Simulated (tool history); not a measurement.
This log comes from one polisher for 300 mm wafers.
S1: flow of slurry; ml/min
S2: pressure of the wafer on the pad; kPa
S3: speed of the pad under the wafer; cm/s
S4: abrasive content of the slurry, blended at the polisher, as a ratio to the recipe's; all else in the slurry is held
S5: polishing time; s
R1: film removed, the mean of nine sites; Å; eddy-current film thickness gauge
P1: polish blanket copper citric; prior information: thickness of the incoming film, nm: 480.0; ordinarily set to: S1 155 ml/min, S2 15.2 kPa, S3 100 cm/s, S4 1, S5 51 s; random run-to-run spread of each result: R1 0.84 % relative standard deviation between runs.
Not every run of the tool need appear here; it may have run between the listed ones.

{"run": 1, "hour": 6.4, "S1": 155, "S2": 15.2, "S3": 100, "S4": 1, "S5": 51, "R1": 706.48}
{"run": 2, "hour": 18.5, "S1": 155, "S2": 15.2, "S3": 100, "S4": 1, "S5": 34, "R1": 468.67}
{"run": 3, "hour": 27.2, "S1": 230, "S2": 22.8, "S3": 100, "S4": 1, "S5": 51, "R1": 1115.8}
{"run": 4, "hour": 39.7, "S1": 155, "S2": 15.2, "S3": 100, "S4": 1, "S5": 51, "R1": 708.52}
{"run": 5, "hour": 51.2, "S1": 155, "S2": 24.1, "S3": 100, "S4": 1, "S5": 51, "R1": 1114.1}
{"run": 6, "hour": 60.5, "S1": 155, "S2": 8.3, "S3": 100, "S4": 1, "S5": 51, "R1": 392.15}
{"run": 7, "hour": 67.2, "S1": 155, "S2": 15.2, "S3": 100, "S4": 0.75, "S5": 51, "R1": 665.03}
{"run": 8, "hour": 75.3, "S1": 155, "S2": 15.2, "S3": 100, "S4": 1, "S5": 51, "R1": 709.86}
{"run": 9, "hour": 85.4, "S1": 155, "S2": 15.2, "S3": 100, "S4": 1.35, "S5": 51, "R1": 743.39}
{"run": 10, "hour": 98.3, "S1": 155, "S2": 15.2, "S3": 100, "S4": 1, "S5": 51, "R1": 711.44}
{"run": 11, "hour": 107.8, "S1": 155, "S2": 15.2, "S3": 64, "S4": 1, "S5": 51, "R1": 463.59}
{"run": 12, "hour": 115.1, "S1": 155, "S2": 15.2, "S3": 148, "S4": 1, "S5": 51, "R1": 1058.1}
{"run": 13, "hour": 123.3, "S1": 115, "S2": 9, "S3": 100, "S4": 1, "S5": 51, "R1": 407.13}
{"run": 14, "hour": 136.2, "S1": 155, "S2": 15.2, "S3": 100, "S4": 1, "S5": 51, "R1": 703.9}
{"run": 15, "hour": 142.4, "S1": 155, "S2": 15.2, "S3": 142, "S4": 1.2, "S5": 51, "R1": 1039.8}
{"hour": 143.8, "done": "slurry nozzle cleaned"}
{"run": 16, "hour": 150.4, "S1": 110, "S2": 15.2, "S3": 100, "S4": 1, "S5": 51, "R1": 665.75}
{"run": 17, "hour": 162.7, "S1": 235, "S2": 15.2, "S3": 100, "S4": 1, "S5": 51, "R1": 754.81}
{"run": 18, "hour": 168.8, "S1": 155, "S2": 15.2, "S3": 100, "S4": 1, "S5": 51, "R1": 720.4}
{"run": 19, "hour": 180.4, "S1": 155, "S2": 15.2, "S3": 100, "S4": 1, "S5": 72, "R1": 1018.2}
{"run": 20, "hour": 186.4, "S1": 155, "S2": 15.2, "S3": 100, "S4": 1, "S5": 51, "R1": 705.47}
{"run": 21, "hour": 196.8, "S1": 155, "S2": 15.2, "S3": 100, "S4": 1, "S5": 51, "R1": 670.08}
{"run": 22, "hour": 204.6, "S1": 155, "S2": 15.2, "S3": 100, "S4": 1, "S5": 51, "R1": 672.26}
{"run": 23, "hour": 216.9, "S1": 155, "S2": 15.2, "S3": 100, "S4": 1, "S5": 51, "R1": 660.35}

Forecast run 24:
{"hour": 219.0, "done": "worn pad replaced by a new one"}
{"hour": 220.3, "done": "head pressure recalibrated"}
{"run": 24, "hour": 225.9, "S1": 155, "S2": 15.2, "S3": 100, "S4": 1, "S5": 51, "R1": "?"}

Run 24 yielded R1 655.82 Å.
